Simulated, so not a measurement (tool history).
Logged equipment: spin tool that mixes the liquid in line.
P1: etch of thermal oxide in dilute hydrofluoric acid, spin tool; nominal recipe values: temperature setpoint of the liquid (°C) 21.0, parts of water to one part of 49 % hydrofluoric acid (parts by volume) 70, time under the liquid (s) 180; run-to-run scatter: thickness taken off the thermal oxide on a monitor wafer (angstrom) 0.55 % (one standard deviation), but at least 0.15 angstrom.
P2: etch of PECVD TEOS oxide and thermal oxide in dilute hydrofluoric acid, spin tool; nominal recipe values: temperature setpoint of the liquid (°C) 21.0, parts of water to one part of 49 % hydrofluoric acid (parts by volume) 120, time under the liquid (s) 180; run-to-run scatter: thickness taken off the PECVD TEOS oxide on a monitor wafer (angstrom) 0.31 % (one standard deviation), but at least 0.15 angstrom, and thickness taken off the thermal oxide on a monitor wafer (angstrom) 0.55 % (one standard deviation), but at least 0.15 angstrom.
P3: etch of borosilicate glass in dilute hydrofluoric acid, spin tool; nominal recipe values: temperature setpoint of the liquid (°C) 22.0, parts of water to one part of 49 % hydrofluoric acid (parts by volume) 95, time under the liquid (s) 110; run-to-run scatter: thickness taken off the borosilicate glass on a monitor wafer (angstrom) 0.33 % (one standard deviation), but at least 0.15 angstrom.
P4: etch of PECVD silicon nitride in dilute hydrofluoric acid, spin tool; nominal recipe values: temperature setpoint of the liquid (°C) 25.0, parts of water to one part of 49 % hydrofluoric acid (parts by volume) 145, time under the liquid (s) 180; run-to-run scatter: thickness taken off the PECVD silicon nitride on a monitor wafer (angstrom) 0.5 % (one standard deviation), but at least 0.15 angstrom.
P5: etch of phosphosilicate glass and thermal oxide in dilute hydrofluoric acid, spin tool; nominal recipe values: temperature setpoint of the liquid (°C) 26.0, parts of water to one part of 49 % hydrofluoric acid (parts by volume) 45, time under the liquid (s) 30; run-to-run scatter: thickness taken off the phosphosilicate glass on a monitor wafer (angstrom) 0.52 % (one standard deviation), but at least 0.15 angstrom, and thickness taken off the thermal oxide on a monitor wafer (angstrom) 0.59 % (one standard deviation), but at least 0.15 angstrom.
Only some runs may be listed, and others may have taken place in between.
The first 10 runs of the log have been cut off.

| run | hour | process that ran | temperature setpoint of the liquid (°C) | parts of water to one part of 49 % hydrofluoric acid (parts by volume) | time under the liquid (s) | thickness taken off the thermal oxide on a monitor wafer (angstrom) | thickness taken off the PECVD TEOS oxide on a monitor wafer (angstrom) | thickness taken off the PECVD silicon nitride on a monitor wafer (angstrom) | thickness taken off the phosphosilicate glass on a monitor wafer (angstrom) | thickness taken off the borosilicate glass on a monitor wafer (angstrom) |
|---|---|---|---|---|---|---|---|---|---|---|
| 11 | 65.4 | P2 | 17.0 | 120 | 180 | 51.504 | 227.320 |  |  |  |
| 12 | 70.1 | P1 | 21.0 | 70 | 180 | 108.810 |  |  |  |  |
| 13 | 75.5 | P4 | 25.0 | 145 | 180 |  |  | 74.055 |  |  |
| 14 | 83.0 | P3 | 17.0 | 95 | 110 |  |  |  |  | 236.17 |
| 15 | 90.0 | P3 | 22.0 | 95 | 170 |  |  |  |  | 451.48 |
| 16 | 96.2 | P4 | 18.5 | 145 | 180 |  |  | 48.797 |  |  |
| 17 | 101.1 | P1 | 21.0 | 70 | 180 | 107.950 |  |  |  |  |
| 18 | 105.9 | P4 | 25.0 | 145 | 365 |  |  | 150.970 |  |  |
| 19 | 112.9 | P1 | 21.0 | 70 | 180 | 108.180 |  |  |  |  |
| 20 | 118.3 | P1 | 21.0 | 70 | 360 | 218.410 |  |  |  |  |
| 21 | 124.0 | P2 | 21.0 | 120 | 30 | 10.015 | 44.386 |  |  |  |
| 22 | 129.1 | P1 | 21.0 | 70 | 180 | 108.490 |  |  |  |  |
| 23 | 134.8 | P1 | 21.0 | 30 | 180 | 267.870 |  |  |  |  |
| 24 | 138.5 | P1 | 21.0 | 105 | 180 | 69.780 |  |  |  |  |
| 25 | 143.6 | P1 | 28.5 | 70 | 180 | 146.080 |  |  |  |  |
| 26 | 151.1 | P4 | 25.0 | 65 | 180 |  |  | 164.580 |  |  |
| 27 | 157.8 | P5 | 26.0 | 45 | 30 | 34.994 |  |  | 1599.2 |  |
| 28 | 161.4 | P1 | 17.0 | 70 | 180 | 91.175 |  |  |  |  |
| 29 | 169.3 | P2 | 21.0 | 210 | 180 | 32.012 | 138.940 |  |  |  |
| 30 | 176.4 | P1 | 21.0 | 70 | 180 | 107.940 |  |  |  |  |
| 31 | 180.1 | P1 | 21.0 | 70 | 180 | 108.790 |  |  |  |  |
| 32 | 185.8 | P1 | 21.0 | 70 | 180 | 104.860 |  |  |  |  |
| 33 | 191.6 | P1 | 21.0 | 70 | 180 | 103.870 |  |  |  |  |

Expected results for the next run?
| 34 | 199.2 | P1 | 21.0 | 70 | 180 | ? |  |  |  |  |

{"run 34": {"thickness taken off the thermal oxide on a monitor wafer (angstrom)": 102.32}}
